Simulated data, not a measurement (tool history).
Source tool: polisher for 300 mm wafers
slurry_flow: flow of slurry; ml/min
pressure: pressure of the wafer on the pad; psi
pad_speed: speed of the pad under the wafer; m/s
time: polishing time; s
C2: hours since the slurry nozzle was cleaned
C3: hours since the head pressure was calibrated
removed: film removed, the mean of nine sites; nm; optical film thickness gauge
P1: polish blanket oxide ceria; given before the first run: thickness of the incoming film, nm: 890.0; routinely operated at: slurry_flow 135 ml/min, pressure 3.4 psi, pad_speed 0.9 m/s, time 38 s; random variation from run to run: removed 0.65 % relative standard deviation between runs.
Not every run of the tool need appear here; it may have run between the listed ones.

Run 1, hour 5.4: slurry_flow 135 ml/min, pressure 3.4 psi, pad_speed 0.9 m/s, time 38 s; wafers polished on this pad 771; C2 282.6; C3 494.8. Result: removed 160.42 nm.
Run 2, hour 14.2: slurry_flow 135 ml/min, pressure 3.4 psi, pad_speed 0.9 m/s, time 19 s; wafers polished on this pad 922; C2 291.4; C3 503.6. Result: removed 80.359 nm.
Run 3, hour 21.2: slurry_flow 135 ml/min, pressure 3.4 psi, pad_speed 0.9 m/s, time 38 s; wafers polished on this pad 1042; C2 298.4; C3 510.6. Result: removed 157.93 nm.
Run 4, hour 30: slurry_flow 135 ml/min, pressure 1.6 psi, pad_speed 0.9 m/s, time 58 s; wafers polished on this pad 1193; C2 307.2; C3 519.4. Result: removed 114.56 nm.
Run 5, hour 38.2: slurry_flow 135 ml/min, pressure 3.4 psi, pad_speed 0.9 m/s, time 38 s; wafers polished on this pad 1333; C2 315.4; C3 527.6. Result: removed 159.95 nm.
Run 6, hour 47: slurry_flow 135 ml/min, pressure 5.3 psi, pad_speed 0.9 m/s, time 38 s; wafers polished on this pad 1484; C2 324.2; C3 536.4. Result: removed 250.88 nm.
Run 7, hour 56.2: slurry_flow 210 ml/min, pressure 3.4 psi, pad_speed 0.9 m/s, time 38 s; wafers polished on this pad 1642; C2 333.4; C3 545.6. Result: removed 171.66 nm.
Run 8, hour 64.1: slurry_flow 135 ml/min, pressure 3.4 psi, pad_speed 0.9 m/s, time 38 s; wafers polished on this pad 1778; C2 341.3; C3 553.5. Result: removed 160.71 nm.
Run 9, hour 69.1: slurry_flow 135 ml/min, pressure 3.4 psi, pad_speed 0.9 m/s, time 38 s; wafers polished on this pad 1863; C2 346.3; C3 558.5. Result: removed 158.92 nm.
Run 10, hour 76.1: slurry_flow 135 ml/min, pressure 3.4 psi, pad_speed 0.9 m/s, time 38 s; wafers polished on this pad 1984; C2 353.3; C3 565.5. Result: removed 160.91 nm.
Run 11, hour 82.7: slurry_flow 135 ml/min, pressure 3.4 psi, pad_speed 0.9 m/s, time 38 s; wafers polished on this pad 2097; C2 359.9; C3 572.1. Result: removed 160.36 nm.
Run 12, hour 91.1: slurry_flow 135 ml/min, pressure 3.4 psi, pad_speed 0.9 m/s, time 54 s; wafers polished on this pad 2241; C2 368.3; C3 580.5. Result: removed 225.75 nm.
Run 13, hour 100.3: slurry_flow 80 ml/min, pressure 3.4 psi, pad_speed 0.9 m/s, time 38 s; wafers polished on this pad 2399; C2 377.5; C3 589.7. Result: removed 140.88 nm.
Run 14, hour 109.8: slurry_flow 135 ml/min, pressure 3.4 psi, pad_speed 1.36 m/s, time 38 s; wafers polished on this pad 2562; C2 387; C3 599.2. Result: removed 241.24 nm.
Run 15, hour 117.7: slurry_flow 135 ml/min, pressure 3.4 psi, pad_speed 0.48 m/s, time 38 s; wafers polished on this pad 2697; C2 394.9; C3 607.1. Result: removed 85.926 nm.
Run 16, hour 124.1: slurry_flow 135 ml/min, pressure 2.5 psi, pad_speed 0.9 m/s, time 38 s; wafers polished on this pad 2807; C2 401.3; C3 613.5. Result: removed 117.25 nm.
Run 17, hour 131.3: slurry_flow 135 ml/min, pressure 3.4 psi, pad_speed 0.9 m/s, time 38 s; wafers polished on this pad 2930; C2 408.5; C3 620.7. Result: removed 161.39 nm.
Run 18, hour 137.7: slurry_flow 135 ml/min, pressure 3.4 psi, pad_speed 0.9 m/s, time 38 s; wafers polished on this pad 3040; C2 414.9; C3 627.1. Result: removed 156.94 nm.
Run 19, hour 147.2: slurry_flow 135 ml/min, pressure 3.4 psi, pad_speed 0.9 m/s, time 38 s; wafers polished on this pad 3203; C2 424.4; C3 636.6. Result: removed 155.1 nm.
Run 20, hour 155.9: slurry_flow 135 ml/min, pressure 3.4 psi, pad_speed 0.9 m/s, time 38 s; wafers polished on this pad 3352; C2 433.1; C3 645.3. Result: removed 152.58 nm.
Run 21, hour 162.2: slurry_flow 135 ml/min, pressure 3.4 psi, pad_speed 0.9 m/s, time 38 s; wafers polished on this pad 3460; C2 439.4; C3 651.6. Result: removed 148.81 nm.
Run 22, hour 171: slurry_flow 135 ml/min, pressure 3.4 psi, pad_speed 0.9 m/s, time 38 s; wafers polished on this pad 3611; C2 448.2; C3 660.4. Result: removed 149.88 nm.
At hour 172.6: worn pad replaced by a new one.
Run 23, hour 178.4: slurry_flow 135 ml/min, pressure 3.4 psi, pad_speed 0.9 m/s, time 38 s; wafers polished on this pad 100; C2 455.6; C3 667.8. Result: removed 149.87 nm.
Run 24, hour 188.8: slurry_flow 135 ml/min, pressure 3.4 psi, pad_speed 0.9 m/s, time 38 s; wafers polished on this pad 279; C2 466; C3 678.2. Result: removed 149.61 nm.
Run 25, hour 198.4: slurry_flow 135 ml/min, pressure 3.4 psi, pad_speed 0.9 m/s, time 38 s; wafers polished on this pad 444; C2 475.6; C3 687.8. Result: removed 147.78 nm.
Run 26, hour 207.7: slurry_flow 135 ml/min, pressure 3.4 psi, pad_speed 0.9 m/s, time 38 s; wafers polished on this pad 603; C2 484.9; C3 697.1. Result: removed 149.23 nm.
Run 27, hour 212.9: slurry_flow 135 ml/min, pressure 3.4 psi, pad_speed 0.9 m/s, time 38 s; wafers polished on this pad 692; C2 490.1; C3 702.3. Result: removed 147.79 nm.

Something has made what P1 gives creep away from where it was; the 2 causes below, each at its own stated size, fit the log equally well:
A: head's pressure below its setpoint, % = 7.66
B: slurry flow missing at the pad, % = 29.9
Onset of the creep was near hour 131.3.
Every other cause this tool's parts could produce, and why it does not fit the log:
removal rate lost through wear of the pad, %: serviced at hour 172.6, after the drift had started, without restoring the earlier output

Of the 4 check runs below, each run on 2 wafers with the results averaged and each result still a question mark, which one would tell the listed causes apart?
Run check 1, hour 218.1: slurry_flow 135 ml/min, pressure 4.4 psi, pad_speed 0.9 m/s, time 38 s. Result: removed ?.
Run check 2, hour 218.1: slurry_flow 135 ml/min, pressure 2.7 psi, pad_speed 0.9 m/s, time 45 s. Result: removed ?.
Run check 3, hour 218.1: slurry_flow 135 ml/min, pressure 3.4 psi, pad_speed 0.56 m/s, time 38 s. Result: removed ?.
Run check 4, hour 218.1: slurry_flow 90 ml/min, pressure 3.4 psi, pad_speed 0.9 m/s, time 38 s. Result: removed ?.

Expected result of each check under each candidate cause:
  check   result    if A    if B
check 1  removed  191.28  191.32
check 2  removed     139  139.03
check 3  removed  91.969  91.988
check 4  removed   134.7  130.28
Minimum pairwise separation of causes per check, each pair taken at its best-separating result: check 1 0.02 %; check 2 0.02 %; check 3 0.02 %; check 4 3.34 %
Check 4 distinguishes between the causes, while the remaining checks would return nearly the same result for all of them.

Then check 4 was run and gave: removed 134.41 nm. Which cause is it?

It was cause A: head's pressure below its setpoint, %.
